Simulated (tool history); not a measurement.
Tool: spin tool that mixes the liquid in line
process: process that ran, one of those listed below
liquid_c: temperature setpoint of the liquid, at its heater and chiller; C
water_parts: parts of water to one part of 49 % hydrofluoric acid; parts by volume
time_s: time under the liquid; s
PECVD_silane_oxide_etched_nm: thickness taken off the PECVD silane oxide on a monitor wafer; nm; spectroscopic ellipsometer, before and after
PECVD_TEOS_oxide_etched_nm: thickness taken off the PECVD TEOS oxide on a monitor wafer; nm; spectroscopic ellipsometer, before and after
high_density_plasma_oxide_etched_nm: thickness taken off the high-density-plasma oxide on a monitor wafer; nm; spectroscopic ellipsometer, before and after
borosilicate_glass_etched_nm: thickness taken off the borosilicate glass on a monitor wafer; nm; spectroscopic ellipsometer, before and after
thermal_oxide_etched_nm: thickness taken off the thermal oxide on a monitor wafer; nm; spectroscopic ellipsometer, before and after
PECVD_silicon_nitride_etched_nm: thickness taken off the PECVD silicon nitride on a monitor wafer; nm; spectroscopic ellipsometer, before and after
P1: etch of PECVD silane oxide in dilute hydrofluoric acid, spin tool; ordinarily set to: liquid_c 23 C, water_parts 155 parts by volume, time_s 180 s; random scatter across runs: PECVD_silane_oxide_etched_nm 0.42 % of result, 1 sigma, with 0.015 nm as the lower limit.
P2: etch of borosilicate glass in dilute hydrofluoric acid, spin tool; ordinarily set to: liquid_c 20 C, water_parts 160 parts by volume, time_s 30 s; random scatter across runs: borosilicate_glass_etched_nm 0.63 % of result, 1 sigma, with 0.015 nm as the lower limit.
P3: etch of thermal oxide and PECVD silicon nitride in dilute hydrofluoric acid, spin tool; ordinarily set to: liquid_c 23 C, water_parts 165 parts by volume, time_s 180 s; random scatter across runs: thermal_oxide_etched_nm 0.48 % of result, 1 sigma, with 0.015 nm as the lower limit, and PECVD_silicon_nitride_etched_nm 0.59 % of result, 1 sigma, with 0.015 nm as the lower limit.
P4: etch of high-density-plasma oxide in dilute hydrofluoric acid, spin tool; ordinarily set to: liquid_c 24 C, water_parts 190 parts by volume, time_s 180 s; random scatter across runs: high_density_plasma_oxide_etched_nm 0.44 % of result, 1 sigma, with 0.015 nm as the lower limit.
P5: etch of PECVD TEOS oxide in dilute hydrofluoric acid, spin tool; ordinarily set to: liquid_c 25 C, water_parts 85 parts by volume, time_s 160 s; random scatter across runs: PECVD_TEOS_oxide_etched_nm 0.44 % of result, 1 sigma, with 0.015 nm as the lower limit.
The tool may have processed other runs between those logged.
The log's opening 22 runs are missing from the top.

run   hour  process  liquid_c  water_parts  time_s  hours since the thermometer was replaced  hours since the hydrofluoric acid flow meter was replaced  PECVD_silane_oxide_etched_nm  PECVD_TEOS_oxide_etched_nm  high_density_plasma_oxide_etched_nm  borosilicate_glass_etched_nm  thermal_oxide_etched_nm  PECVD_silicon_nitride_etched_nm
 23   71.8       P1      30.5           95     180                                    1016.8                                                      485.6                        50.735
 24   73.9       P5        20           85     160                                    1018.9                                                      487.7                                                    13.939
 25   76.2       P1        23          280     180                                    1021.2                                                        490                        10.487
 26   80.7       P1        17          155     180                                    1025.7                                                      494.5                        17.077
 27   84.8       P1        23           25     180                                    1029.8                                                      498.6                        159.75
 28   89.4       P4        24          190     345                                    1034.4                                                      503.2                                                                                         15.371
 29   93.5       P3        31          165     180                                    1038.5                                                      507.3                                                                                                                                                6.0481                           8.5526
 30     96       P2        17          160      30                                      1041                                                      509.8                                                                                                                       3.5993
 31  100.4       P1        23          155     180                                    1045.4                                                      514.2                        21.777
 32  103.9       P1        23          155     180                                    1048.9                                                      517.7                        22.239
 33  107.6       P1        23          155     180                                    1052.6                                                      521.4                        22.634
 34    111       P1        23          155     180                                      1056                                                      524.8                        22.966
 35  114.1       P1        23          155     180                                    1059.1                                                      527.9                        22.909
 36  117.4       P1        23          155     180                                    1062.4                                                      531.2                         22.86
 37  121.4       P1        23          155     180                                    1066.4                                                      535.2                         23.19
 38  125.8       P1        23          155     180                                    1070.8                                                      539.6                        23.117
 39    128       P1        23          155     180                                      1073                                                      541.8                        23.129

What will run 40 give?
 40  131.9       P1        23          155     180                                    1076.9                                                      545.7                             ?

{"run 40": {"PECVD_silane_oxide_etched_nm": 23.09}}
